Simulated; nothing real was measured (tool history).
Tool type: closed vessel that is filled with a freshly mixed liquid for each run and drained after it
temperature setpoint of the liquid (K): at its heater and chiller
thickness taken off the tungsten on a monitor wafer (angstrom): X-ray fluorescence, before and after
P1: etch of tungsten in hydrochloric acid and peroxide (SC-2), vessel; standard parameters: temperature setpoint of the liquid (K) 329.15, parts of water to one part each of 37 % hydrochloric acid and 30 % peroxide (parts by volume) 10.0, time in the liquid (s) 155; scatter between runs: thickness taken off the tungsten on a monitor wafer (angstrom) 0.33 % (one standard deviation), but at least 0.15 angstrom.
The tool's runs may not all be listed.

run	hour	temperature setpoint of the liquid (K)	parts of water to one part each of 37 % hydrochloric acid and 30 % peroxide (parts by volume)	time in the liquid (s)	hours since the thermometer was replaced	hours since the chemicals flow meter was replaced	hours since the drum of peroxide was connected	thickness taken off the tungsten on a monitor wafer (angstrom)
1	15.4	329.15	10.0	155	480.5	120.4	196.4	414.980
2	26.3	329.15	17.5	155	491.4	131.3	207.3	256.170
3	40.7	329.15	4.0	155	505.8	145.7	221.7	828.490
4	52.6	329.15	10.0	155	517.7	157.6	233.6	414.300
5	69.7	329.15	10.0	155	534.8	174.7	250.7	415.410
6	86.4	345.15	10.0	155	551.5	191.4	267.4	1104.300
7	98.8	329.15	10.0	155	563.9	203.8	279.8	413.620
8	111.7	329.15	10.0	280	576.8	216.7	292.7	752.430
9	126.5	329.15	10.0	30	591.6	231.5	307.5	80.170
10	140.1	329.15	10.0	155	605.2	245.1	321.1	413.450
11	154.3	312.65	10.0	155	619.4	259.3	335.3	136.050
12	170.3	316.65	10.0	235	635.4	275.3	351.3	270.530
13	180.1	329.15	10.0	155	645.2	285.1	361.1	413.430
14	195.0	315.15	10.0	245	660.1	300.0	376.0	254.500

Run 15 is up next; what results do you expect?
15	208.5	314.65	10.0	45	673.6	313.5	389.5	?

thickness taken off the tungsten on a monitor wafer (angstrom): 45.603
